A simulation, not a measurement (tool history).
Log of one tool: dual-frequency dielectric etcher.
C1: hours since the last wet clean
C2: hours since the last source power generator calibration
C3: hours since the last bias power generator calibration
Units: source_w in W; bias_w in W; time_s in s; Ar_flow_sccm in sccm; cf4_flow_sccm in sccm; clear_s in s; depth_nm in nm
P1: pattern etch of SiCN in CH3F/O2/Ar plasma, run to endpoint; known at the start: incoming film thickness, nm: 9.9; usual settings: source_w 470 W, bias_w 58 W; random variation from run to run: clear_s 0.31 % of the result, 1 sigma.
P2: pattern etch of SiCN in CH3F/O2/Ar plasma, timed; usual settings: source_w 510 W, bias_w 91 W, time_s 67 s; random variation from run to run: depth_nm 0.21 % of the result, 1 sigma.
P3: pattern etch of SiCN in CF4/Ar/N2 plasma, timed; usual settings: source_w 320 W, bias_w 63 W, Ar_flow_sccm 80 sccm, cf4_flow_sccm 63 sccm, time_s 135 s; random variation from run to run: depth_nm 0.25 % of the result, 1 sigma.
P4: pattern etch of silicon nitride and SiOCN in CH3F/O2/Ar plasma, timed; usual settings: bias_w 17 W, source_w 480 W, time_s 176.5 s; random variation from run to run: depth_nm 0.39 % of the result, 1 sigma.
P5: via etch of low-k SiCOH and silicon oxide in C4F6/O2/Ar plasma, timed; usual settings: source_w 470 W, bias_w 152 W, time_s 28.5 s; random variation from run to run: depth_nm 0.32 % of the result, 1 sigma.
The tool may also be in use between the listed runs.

run 1 hour=11.9 | process=P1 source_w=470 bias_w=58 | C1=89.8 C2=927.8 C3=1272 | clear_s=27.284
run 2 hour=18.8 | process=P1 source_w=380 bias_w=58 | C1=96.7 C2=934.7 C3=1278.9 | clear_s=29.682
run 3 hour=28.2 | process=P5 source_w=470 bias_w=152 time_s=35.5 | C1=106.1 C2=944.1 C3=1288.3 | depth_nm=84.494
run 4 hour=35.7 | process=P2 source_w=330 bias_w=91 time_s=67 | C1=113.6 C2=951.6 C3=1295.8 | depth_nm=25.534
run 5 hour=50.2 | process=P4 source_w=480 bias_w=17 time_s=99.5 | C1=128.1 C2=966.1 C3=1310.3 | depth_nm=12.607
run 6 hour=61 | process=P3 source_w=320 bias_w=48 time_s=135 Ar_flow_sccm=80 cf4_flow_sccm=63 | C1=138.9 C2=976.9 C3=1321.1 | depth_nm=77.109
run 7 hour=73 | process=P1 source_w=470 bias_w=75 | C1=150.9 C2=988.9 C3=1333.1 | clear_s=25.071
run 8 hour=82.8 | process=P1 source_w=470 bias_w=58 | C1=160.7 C2=998.7 C3=1342.9 | clear_s=27.461
run 9 hour=97.2 | process=P1 source_w=370 bias_w=70 | C1=175.1 C2=1013.1 C3=1357.3 | clear_s=28.173
run 10 hour=105.3 | process=P5 source_w=470 bias_w=209 time_s=28.5 | C1=183.2 C2=1021.2 C3=1365.4 | depth_nm=74.354
run 11 hour=113.1 | process=P5 source_w=470 bias_w=152 time_s=28.5 | C1=191 C2=1029 C3=1373.2 | depth_nm=67.337
run 12 hour=126.6 | process=P1 source_w=470 bias_w=40 | C1=204.5 C2=1042.5 C3=1386.7 | clear_s=30.939
run 13 hour=134.2 | process=P3 source_w=320 bias_w=63 time_s=135 Ar_flow_sccm=80 cf4_flow_sccm=63 | C1=212.1 C2=1050.1 C3=1394.3 | depth_nm=83.79
run 14 hour=141.9 | process=P1 source_w=470 bias_w=58 | C1=219.8 C2=1057.8 C3=1402 | clear_s=27.275
run 15 hour=150.8 | process=P4 source_w=290 bias_w=17 time_s=176.5 | C1=228.7 C2=1066.7 C3=1410.9 | depth_nm=18.562
run 16 hour=158.8 | process=P4 source_w=480 bias_w=17 time_s=176.5 | C1=236.7 C2=1074.7 C3=1418.9 | depth_nm=22.099
run 17 hour=170.1 | process=P3 source_w=320 bias_w=63 time_s=165.5 Ar_flow_sccm=80 cf4_flow_sccm=63 | C1=248 C2=1086 C3=1430.2 | depth_nm=102.28
run 18 hour=179.4 | process=P3 source_w=320 bias_w=63 time_s=135 Ar_flow_sccm=60 cf4_flow_sccm=63 | C1=257.3 C2=1095.3 C3=1439.5 | depth_nm=87.32
run 19 hour=186.1 | process=P1 source_w=470 bias_w=58 | C1=264 C2=1102 C3=1446.2 | clear_s=27.541
run 20 hour=200.3 | process=P1 source_w=470 bias_w=58 | C1=278.2 C2=1116.2 C3=1460.4 | clear_s=27.382
run 21 hour=211.5 | process=P3 source_w=220 bias_w=63 time_s=135 Ar_flow_sccm=80 cf4_flow_sccm=63 | C1=289.4 C2=1127.4 C3=1471.6 | depth_nm=60.216
run 22 hour=222.3 | process=P4 source_w=480 bias_w=14 time_s=176.5 | C1=300.2 C2=1138.2 C3=1482.4 | depth_nm=20.592
run 23 hour=234.9 | process=P1 source_w=470 bias_w=58 | C1=312.8 C2=1150.8 C3=1495 | clear_s=27.543
run 24 hour=247.5 | process=P2 source_w=510 bias_w=91 time_s=37 | C1=325.4 C2=1163.4 C3=1507.6 | depth_nm=16.459
run 25 hour=262.3 | process=P5 source_w=620 bias_w=152 time_s=28.5 | C1=340.2 C2=1178.2 C3=1522.4 | depth_nm=75.658
run 26 hour=271.8 | process=P1 source_w=630 bias_w=58 | C1=349.7 C2=1187.7 C3=1531.9 | clear_s=24.497
run 27 hour=283.2 | process=P1 source_w=630 bias_w=74 | C1=361.1 C2=1199.1 C3=1543.3 | clear_s=22.421
run 28 hour=295.7 | process=P2 source_w=510 bias_w=91 time_s=67 | C1=373.6 C2=1211.6 C3=1555.8 | depth_nm=29.921
run 29 hour=307.6 | process=P3 source_w=320 bias_w=63 time_s=135 Ar_flow_sccm=80 cf4_flow_sccm=63 | C1=385.5 C2=1223.5 C3=1567.7 | depth_nm=84.187
-- hour=310.3 source power generator calibrated
run 30 hour=317.8 | process=P2 source_w=510 bias_w=55 time_s=67 | C1=395.7 C2=7.5 C3=1577.9 | depth_nm=25.146
run 31 hour=331 | process=P3 source_w=320 bias_w=63 time_s=135 Ar_flow_sccm=80 cf4_flow_sccm=45 | C1=408.9 C2=20.7 C3=1591.1 | depth_nm=79.816
run 32 hour=344.8 | process=P1 source_w=470 bias_w=58 | C1=422.7 C2=34.5 C3=1604.9 | clear_s=27.417
run 33 hour=353.2 | process=P1 source_w=470 bias_w=58 | C1=431.1 C2=42.9 C3=1613.3 | clear_s=27.317
run 34 hour=366.5 | process=P1 source_w=470 bias_w=58 | C1=444.4 C2=56.2 C3=1626.6 | clear_s=27.212
run 35 hour=373.3 | process=P1 source_w=470 bias_w=58 | C1=451.2 C2=63 C3=1633.4 | clear_s=27.197
run 36 hour=383.1 | process=P1 source_w=470 bias_w=58 | C1=461 C2=72.8 C3=1643.2 | clear_s=26.956
-- hour=392.3 wet clean of the chamber
run 37 hour=393.5 | process=P1 source_w=470 bias_w=58 | C1=1.3 C2=83.2 C3=1653.6 | clear_s=27.105
run 38 hour=406.2 | process=P1 source_w=470 bias_w=58 | C1=14 C2=95.9 C3=1666.3 | clear_s=26.9
run 39 hour=418.8 | process=P1 source_w=470 bias_w=58 | C1=26.6 C2=108.5 C3=1678.9 | clear_s=26.949
run 40 hour=427.6 | process=P1 source_w=470 bias_w=58 | C1=35.4 C2=117.3 C3=1687.7 | clear_s=26.734

What P1 gives has crept away from where it was. These 2 causes fit the log equally well, each at the size given:
A: bias power that arrives over what is set, % = 4.83
B: source power that arrives over what is set, % = 4.19
The creep began at about hour 344.8.
Why every other cause is out:
chamber walls in a state that raises the etch rate, %: serviced at hour 392.3, which brought nothing back

4 check runs are offered, one wafer each, their results left as question marks. Which one tells the causes apart?
run check 1 hour=436.4 | process=P5 source_w=470 bias_w=152 time_s=28.5 | depth_nm=?
run check 2 hour=436.4 | process=P4 source_w=480 bias_w=17 time_s=176.5 | depth_nm=?
run check 3 hour=436.4 | process=P3 source_w=320 bias_w=63 time_s=135 Ar_flow_sccm=80 cf4_flow_sccm=63 | depth_nm=?
run check 4 hour=436.4 | process=P2 source_w=510 bias_w=91 time_s=67 | depth_nm=?

What each check would give under each cause:
check=check_1 result=depth_nm if_A=68.413 if_B=68.549
check=check_2 result=depth_nm if_A=22.685 if_B=22.575
check=check_3 result=depth_nm if_A=85.344 if_B=87.073
check=check_4 result=depth_nm if_A=30.466 if_B=30.405
How far apart the two closest causes lie, in the result that separates them most: check 1 0.2 %; check 2 0.49 %; check 3 2.01 %; check 4 0.2 %
Only check 3 tells the causes apart: in the others they would give nearly the same result.

Check 3 was then run and gave: depth_nm 85.164 nm. Which cause is it?

It is A: bias power that arrives over what is set, %.
